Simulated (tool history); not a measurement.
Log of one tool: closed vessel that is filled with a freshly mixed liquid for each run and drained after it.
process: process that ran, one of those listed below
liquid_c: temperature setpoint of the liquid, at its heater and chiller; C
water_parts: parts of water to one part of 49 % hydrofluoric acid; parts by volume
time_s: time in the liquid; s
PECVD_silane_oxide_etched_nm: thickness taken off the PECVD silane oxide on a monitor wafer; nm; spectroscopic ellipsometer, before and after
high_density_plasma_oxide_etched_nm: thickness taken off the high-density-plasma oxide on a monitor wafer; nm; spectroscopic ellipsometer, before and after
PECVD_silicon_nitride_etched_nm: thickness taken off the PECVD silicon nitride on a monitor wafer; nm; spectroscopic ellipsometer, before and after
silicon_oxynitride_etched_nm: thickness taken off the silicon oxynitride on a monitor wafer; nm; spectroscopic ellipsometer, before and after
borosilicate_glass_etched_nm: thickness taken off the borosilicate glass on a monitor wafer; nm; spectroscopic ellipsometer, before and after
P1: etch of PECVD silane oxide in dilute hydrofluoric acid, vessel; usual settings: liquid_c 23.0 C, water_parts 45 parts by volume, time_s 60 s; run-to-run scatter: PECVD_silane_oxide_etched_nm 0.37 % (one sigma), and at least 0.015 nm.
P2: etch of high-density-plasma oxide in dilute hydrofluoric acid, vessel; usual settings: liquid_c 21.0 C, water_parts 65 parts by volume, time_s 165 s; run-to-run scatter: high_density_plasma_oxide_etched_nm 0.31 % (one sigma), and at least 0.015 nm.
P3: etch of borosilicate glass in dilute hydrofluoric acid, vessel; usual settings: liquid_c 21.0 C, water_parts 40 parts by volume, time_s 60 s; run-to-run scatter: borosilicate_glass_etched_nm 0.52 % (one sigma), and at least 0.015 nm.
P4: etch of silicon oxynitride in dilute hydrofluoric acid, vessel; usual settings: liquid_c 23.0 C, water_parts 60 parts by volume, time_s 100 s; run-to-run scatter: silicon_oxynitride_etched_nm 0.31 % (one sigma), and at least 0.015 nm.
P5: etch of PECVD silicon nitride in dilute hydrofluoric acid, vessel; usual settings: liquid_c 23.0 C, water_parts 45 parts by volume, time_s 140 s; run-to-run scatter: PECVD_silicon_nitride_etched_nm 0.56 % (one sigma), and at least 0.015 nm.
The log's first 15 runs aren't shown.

| run | hour | process | liquid_c | water_parts | time_s | hours since the thermometer was replaced | hours since the hydrofluoric acid flow meter was replaced | PECVD_silane_oxide_etched_nm | high_density_plasma_oxide_etched_nm | PECVD_silicon_nitride_etched_nm | silicon_oxynitride_etched_nm | borosilicate_glass_etched_nm |
|---|---|---|---|---|---|---|---|---|---|---|---|---|
| 16 | 99.0 | P1 | 17.0 | 30 | 60 | 444.2 | 665.3 | 35.309 |  |  |  |  |
| 17 | 107.1 | P4 | 23.0 | 60 | 100 | 452.3 | 673.4 |  |  |  | 7.9311 |  |
| 18 | 112.7 | P3 | 21.0 | 65 | 60 | 457.9 | 679.0 |  |  |  |  | 27.323 |
| 19 | 120.4 | P2 | 21.0 | 65 | 165 | 465.6 | 686.7 |  | 14.973 |  |  |  |
| 20 | 128.2 | P3 | 17.0 | 40 | 60 | 473.4 | 694.5 |  |  |  |  | 38.132 |
| 21 | 134.8 | P4 | 29.5 | 60 | 100 | 480.0 | 701.1 |  |  |  | 10.8590 |  |
| 22 | 142.5 | P1 | 17.5 | 45 | 60 | 487.7 | 708.8 | 23.482 |  |  |  |  |
| 23 | 146.8 | P2 | 21.0 | 40 | 165 | 492.0 | 713.1 |  | 24.961 |  |  |  |
| 24 | 153.0 | P2 | 17.0 | 65 | 165 | 498.2 | 719.3 |  | 12.561 |  |  |  |
| 25 | 157.5 | P4 | 23.0 | 60 | 100 | 502.7 | 723.8 |  |  |  | 7.9584 |  |
| 26 | 162.0 | P4 | 23.0 | 60 | 30 | 507.2 | 728.3 |  |  |  | 2.3858 |  |
| 27 | 169.5 | P3 | 21.0 | 40 | 60 | 514.7 | 735.8 |  |  |  |  | 45.388 |
| 28 | 175.4 | P2 | 21.0 | 65 | 165 | 520.6 | 741.7 |  | 14.952 |  |  |  |
| 29 | 183.7 | P5 | 23.0 | 20 | 140 | 528.9 | 750.0 |  |  | 33.2740 |  |  |
| 30 | 188.4 | P1 | 23.0 | 45 | 60 | 533.6 | 754.7 | 29.707 |  |  |  |  |
| 31 | 193.2 | P1 | 23.0 | 45 | 60 | 538.4 | 759.5 | 30.315 |  |  |  |  |
| 32 | 199.9 | P1 | 23.0 | 45 | 60 | 545.1 | 766.2 | 31.181 |  |  |  |  |

The next listed run, before its measurement:
| 33 | 205.1 | P1 | 23.0 | 45 | 60 | 550.3 | 771.4 | ? |  |  |  |  |

PECVD_silane_oxide_etched_nm: 31.123 nm

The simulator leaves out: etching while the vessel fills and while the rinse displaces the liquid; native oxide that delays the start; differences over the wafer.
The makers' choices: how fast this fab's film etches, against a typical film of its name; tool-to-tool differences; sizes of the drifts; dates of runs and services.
